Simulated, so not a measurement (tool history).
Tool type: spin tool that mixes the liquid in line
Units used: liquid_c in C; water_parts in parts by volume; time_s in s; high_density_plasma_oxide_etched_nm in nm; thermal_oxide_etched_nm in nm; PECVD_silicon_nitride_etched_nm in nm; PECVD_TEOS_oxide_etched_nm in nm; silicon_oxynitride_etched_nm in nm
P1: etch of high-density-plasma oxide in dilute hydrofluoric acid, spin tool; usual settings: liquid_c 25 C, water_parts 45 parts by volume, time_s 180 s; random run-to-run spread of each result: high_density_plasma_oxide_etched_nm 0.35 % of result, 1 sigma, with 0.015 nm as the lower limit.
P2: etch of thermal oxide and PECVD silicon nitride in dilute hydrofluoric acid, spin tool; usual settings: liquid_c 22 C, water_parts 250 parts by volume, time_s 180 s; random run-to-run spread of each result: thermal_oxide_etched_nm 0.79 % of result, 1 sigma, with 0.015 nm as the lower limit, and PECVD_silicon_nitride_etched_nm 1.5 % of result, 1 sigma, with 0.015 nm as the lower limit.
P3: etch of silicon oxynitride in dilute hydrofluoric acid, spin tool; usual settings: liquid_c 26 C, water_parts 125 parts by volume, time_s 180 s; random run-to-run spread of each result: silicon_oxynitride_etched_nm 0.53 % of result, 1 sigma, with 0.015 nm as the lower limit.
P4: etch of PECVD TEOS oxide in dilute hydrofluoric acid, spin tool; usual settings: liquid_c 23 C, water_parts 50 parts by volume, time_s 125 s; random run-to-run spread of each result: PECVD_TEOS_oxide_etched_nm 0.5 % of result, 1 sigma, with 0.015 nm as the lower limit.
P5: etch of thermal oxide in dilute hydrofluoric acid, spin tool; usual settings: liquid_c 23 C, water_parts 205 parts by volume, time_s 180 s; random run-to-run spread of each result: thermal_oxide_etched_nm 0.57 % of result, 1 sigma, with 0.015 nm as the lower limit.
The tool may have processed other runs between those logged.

run  hour  process  liquid_c  water_parts  time_s  high_density_plasma_oxide_etched_nm  thermal_oxide_etched_nm  PECVD_silicon_nitride_etched_nm  PECVD_TEOS_oxide_etched_nm  silicon_oxynitride_etched_nm
  1   4.8       P1        25           45     180                               32.263
  2   8.7       P2        22          250     180                                                         2.713                           1.7378
  3  11.9       P2        22          375     180                                                        1.6364                           1.1274
  4  16.3       P4        23           80     125                                                                                                                     20.057
  5  21.5       P1        25           45     180                               32.123
  6  26.2       P4        17           50     125                                                                                                                      25.89
  7  30.6       P1        25           45      35                               6.2608
  8  33.1       P1        25           45     180                               32.112
  9  36.5       P5        23           70     180                                                        12.379
 10  40.3       P5        23          205      15                                                       0.32311
 11    44       P5      17.5          205     180                                                        2.9059
 12  47.5       P1      29.5           45      50                                 10.7
 13    53       P3        26          220     180                                                                                                                                                   3.4202
 14  57.8       P2        22          250     280                                                        4.2827                           2.6501
 15  62.3       P1        25           65     180                               21.575
 16  67.1       P3        26          125     180                                                                                                                                                   6.5234
 17  70.3       P5        23          205     180                                                        3.6479
 18  73.1       P1        25           45     180                               32.208
 19  77.1       P1      28.5           20     180                               86.647
 20  81.1       P1        25           45     180                               32.066
 21  86.1       P1      17.5           45     180                               23.466
 22  89.8       P1        25           45     180                               31.961

What will run 23 give?
 23  95.4       P1        25           45     180                                    ?

high_density_plasma_oxide_etched_nm: 32.339 nm
